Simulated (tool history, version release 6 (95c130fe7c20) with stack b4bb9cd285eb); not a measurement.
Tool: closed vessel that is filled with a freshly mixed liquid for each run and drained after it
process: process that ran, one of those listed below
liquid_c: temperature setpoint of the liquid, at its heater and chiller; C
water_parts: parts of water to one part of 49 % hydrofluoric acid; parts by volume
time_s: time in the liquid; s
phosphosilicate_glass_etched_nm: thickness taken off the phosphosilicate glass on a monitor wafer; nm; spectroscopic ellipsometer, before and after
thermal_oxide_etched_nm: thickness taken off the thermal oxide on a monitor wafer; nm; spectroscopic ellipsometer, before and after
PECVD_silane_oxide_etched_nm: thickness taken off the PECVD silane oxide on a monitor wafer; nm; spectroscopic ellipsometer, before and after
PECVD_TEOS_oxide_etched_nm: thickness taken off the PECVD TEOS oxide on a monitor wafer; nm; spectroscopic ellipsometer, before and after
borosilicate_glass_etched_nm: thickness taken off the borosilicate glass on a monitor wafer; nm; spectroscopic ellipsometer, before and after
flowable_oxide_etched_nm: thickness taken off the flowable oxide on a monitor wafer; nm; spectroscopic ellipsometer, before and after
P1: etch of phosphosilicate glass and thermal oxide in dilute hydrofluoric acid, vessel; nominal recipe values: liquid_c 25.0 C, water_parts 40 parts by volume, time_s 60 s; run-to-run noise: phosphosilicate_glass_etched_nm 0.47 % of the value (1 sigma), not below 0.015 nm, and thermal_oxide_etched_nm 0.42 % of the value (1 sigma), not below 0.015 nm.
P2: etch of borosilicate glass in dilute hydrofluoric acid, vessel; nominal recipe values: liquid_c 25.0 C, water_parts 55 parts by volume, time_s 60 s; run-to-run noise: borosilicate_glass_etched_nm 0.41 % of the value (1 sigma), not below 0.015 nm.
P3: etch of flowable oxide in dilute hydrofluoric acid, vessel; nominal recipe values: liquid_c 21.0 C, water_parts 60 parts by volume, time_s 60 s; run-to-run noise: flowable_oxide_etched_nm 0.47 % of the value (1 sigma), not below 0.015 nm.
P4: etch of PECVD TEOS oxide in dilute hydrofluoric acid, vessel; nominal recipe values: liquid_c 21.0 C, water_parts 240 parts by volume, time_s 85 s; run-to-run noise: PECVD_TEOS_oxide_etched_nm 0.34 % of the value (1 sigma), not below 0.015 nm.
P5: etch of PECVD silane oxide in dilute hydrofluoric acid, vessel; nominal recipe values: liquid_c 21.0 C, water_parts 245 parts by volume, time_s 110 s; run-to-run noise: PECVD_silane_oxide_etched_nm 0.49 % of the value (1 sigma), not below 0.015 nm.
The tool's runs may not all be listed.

| run | hour | process | liquid_c | water_parts | time_s | hours since the thermometer was replaced | hours since the hydrofluoric acid flow meter was replaced | phosphosilicate_glass_etched_nm | thermal_oxide_etched_nm | PECVD_silane_oxide_etched_nm | PECVD_TEOS_oxide_etched_nm | borosilicate_glass_etched_nm | flowable_oxide_etched_nm |
|---|---|---|---|---|---|---|---|---|---|---|---|---|---|
| 1 | 7.4 | P1 | 25.0 | 40 | 60 | 294.7 | 929.8 | 173.590 | 7.7194 |  |  |  |  |
| 2 | 17.2 | P5 | 21.0 | 245 | 110 | 304.5 | 939.6 |  |  | 10.028 |  |  |  |
| 3 | 30.3 | P5 | 21.0 | 245 | 110 | 317.6 | 952.7 |  |  | 10.015 |  |  |  |
| 4 | 39.3 | P4 | 21.0 | 240 | 35 | 326.6 | 961.7 |  |  |  | 2.6856 |  |  |
| 5 | 49.2 | P1 | 25.0 | 40 | 85 | 336.5 | 971.6 | 244.660 | 11.0210 |  |  |  |  |
| 6 | 57.7 | P2 | 25.0 | 55 | 60 | 345.0 | 980.1 |  |  |  |  | 19.810 |  |
| 7 | 67.0 | P1 | 25.0 | 20 | 60 | 354.3 | 989.4 | 357.330 | 15.9590 |  |  |  |  |
| 8 | 73.7 | P3 | 21.0 | 60 | 100 | 361.0 | 996.1 |  |  |  |  |  | 61.620 |
| 9 | 85.9 | P1 | 25.0 | 40 | 60 | 373.2 | 1008.3 | 174.250 | 7.7503 |  |  |  |  |
| 10 | 97.6 | P3 | 21.0 | 20 | 60 | 384.9 | 1020.0 |  |  |  |  |  | 116.500 |
| 11 | 104.7 | P3 | 21.0 | 60 | 60 | 392.0 | 1027.1 |  |  |  |  |  | 36.888 |
| 12 | 112.8 | P1 | 18.5 | 20 | 60 | 400.1 | 1035.2 | 269.360 | 11.9670 |  |  |  |  |
| 13 | 127.7 | P1 | 25.0 | 40 | 30 | 415.0 | 1050.1 | 86.547 | 3.8468 |  |  |  |  |
| 14 | 140.8 | P1 | 25.0 | 40 | 60 | 428.1 | 1063.2 | 173.720 | 7.7265 |  |  |  |  |
|  | 143.9 | hydrofluoric acid flow meter replaced |
| 15 | 154.5 | P1 | 30.0 | 20 | 60 | 441.8 | 10.6 | 436.370 | 19.5570 |  |  |  |  |
| 16 | 165.2 | P4 | 21.0 | 240 | 85 | 452.5 | 21.3 |  |  |  | 6.5675 |  |  |
| 17 | 174.7 | P4 | 21.0 | 240 | 85 | 462.0 | 30.8 |  |  |  | 6.5346 |  |  |
| 18 | 186.6 | P1 | 18.0 | 40 | 60 | 473.9 | 42.7 | 127.540 | 5.7471 |  |  |  |  |
| 19 | 201.6 | P2 | 31.5 | 55 | 60 | 488.9 | 57.7 |  |  |  |  | 25.848 |  |
| 20 | 216.2 | P1 | 25.0 | 40 | 60 | 503.5 | 72.3 | 174.120 | 7.7653 |  |  |  |  |
| 21 | 231.7 | P2 | 25.0 | 25 | 60 | 519.0 | 87.8 |  |  |  |  | 45.687 |  |
| 22 | 243.4 | P3 | 21.0 | 60 | 60 | 530.7 | 99.5 |  |  |  |  |  | 36.965 |
| 23 | 255.3 | P1 | 25.0 | 20 | 85 | 542.6 | 111.4 | 504.170 | 22.6670 |  |  |  |  |
| 24 | 263.6 | P5 | 21.0 | 50 | 110 | 550.9 | 119.7 |  |  | 60.570 |  |  |  |
| 25 | 276.7 | P1 | 25.0 | 65 | 60 | 564.0 | 132.8 | 102.820 | 4.6143 |  |  |  |  |
| 26 | 284.4 | P2 | 25.0 | 55 | 60 | 571.7 | 140.5 |  |  |  |  | 19.875 |  |
| 27 | 297.4 | P5 | 21.0 | 245 | 170 | 584.7 | 153.5 |  |  | 15.472 |  |  |  |
| 28 | 307.2 | P4 | 21.0 | 355 | 85 | 594.5 | 163.3 |  |  |  | 3.9736 |  |  |
| 29 | 319.7 | P2 | 25.0 | 55 | 100 | 607.0 | 175.8 |  |  |  |  | 33.145 |  |
| 30 | 327.4 | P1 | 32.5 | 40 | 60 | 614.7 | 183.5 | 234.700 | 10.3890 |  |  |  |  |
| 31 | 335.2 | P4 | 29.5 | 240 | 85 | 622.5 | 191.3 |  |  |  | 8.8406 |  |  |
| 32 | 342.7 | P5 | 26.0 | 245 | 110 | 630.0 | 198.8 |  |  | 12.045 |  |  |  |
| 33 | 357.6 | P3 | 17.0 | 60 | 60 | 644.9 | 213.7 |  |  |  |  |  | 31.160 |
| 34 | 365.2 | P1 | 25.0 | 40 | 60 | 652.5 | 221.3 | 174.100 | 7.7268 |  |  |  |  |
| 35 | 375.5 | P1 | 25.0 | 40 | 60 | 662.8 | 231.6 | 179.950 | 7.9559 |  |  |  |  |
| 36 | 384.4 | P1 | 25.0 | 40 | 60 | 671.7 | 240.5 | 182.430 | 8.1452 |  |  |  |  |
| 37 | 396.7 | P1 | 25.0 | 40 | 60 | 684.0 | 252.8 | 183.910 | 8.2494 |  |  |  |  |
| 38 | 409.9 | P1 | 25.0 | 40 | 60 | 697.2 | 266.0 | 185.990 | 8.2464 |  |  |  |  |
| 39 | 424.9 | P1 | 25.0 | 40 | 60 | 712.2 | 281.0 | 188.330 | 8.3119 |  |  |  |  |
| 40 | 434.1 | P1 | 25.0 | 40 | 60 | 721.4 | 290.2 | 187.640 | 8.4360 |  |  |  |  |
| 41 | 448.9 | P1 | 25.0 | 40 | 60 | 736.2 | 305.0 | 188.220 | 8.4357 |  |  |  |  |
| 42 | 463.4 | P1 | 25.0 | 40 | 60 | 750.7 | 319.5 | 189.700 | 8.4270 |  |  |  |  |
| 43 | 474.5 | P1 | 25.0 | 40 | 60 | 761.8 | 330.6 | 186.890 | 8.4296 |  |  |  |  |

The output of P1 has drifted from where it used to be. Each of the 2 causes below, taken at the size shown beside it, accounts for the log equally well:
A: liquid hotter than its thermometer reads (K) = 2.11
B: hydrofluoric acid flow above the setpoint (%) = 8.5
The drift started at roughly hour 365.2.

Listed below are the offered check runs, one wafer per run, with question marks in place of results. For which of them would the causes give clearly different outcomes?
| check 1 | 485.6 | P5 | 25.5 | 70 | 110 |  |  |  |  | ? |  |  |  |
| check 2 | 485.6 | P4 | 29.0 | 240 | 45 |  |  |  |  |  | ? |  |  |
| check 3 | 485.6 | P2 | 31.0 | 55 | 90 |  |  |  |  |  |  | ? |  |
| check 4 | 485.6 | P3 | 21.0 | 20 | 100 |  |  |  |  |  |  |  | ? |

What each check would give under each cause:
| check | result | if A | if B |
|---|---|---|---|
| check 1 | PECVD_silane_oxide_etched_nm | 55.165 | 55.452 |
| check 2 | PECVD_TEOS_oxide_etched_nm | 4.9400 | 5.1037 |
| check 3 | borosilicate_glass_etched_nm | 41.119 | 41.422 |
| check 4 | flowable_oxide_etched_nm | 212.360 | 210.960 |
Per-check spread between the two closest causes, in the result where they differ most: check 1 0.52 %; check 2 3.26 %; check 3 0.73 %; check 4 0.66 %
Only in check 2 would the causes give clearly different results; in the remaining checks their results would be nearly the same.

Here is what check 2 returned: PECVD_TEOS_oxide_etched_nm 4.9496 nm. Which cause is it?

A is the cause: liquid hotter than its thermometer reads (K).

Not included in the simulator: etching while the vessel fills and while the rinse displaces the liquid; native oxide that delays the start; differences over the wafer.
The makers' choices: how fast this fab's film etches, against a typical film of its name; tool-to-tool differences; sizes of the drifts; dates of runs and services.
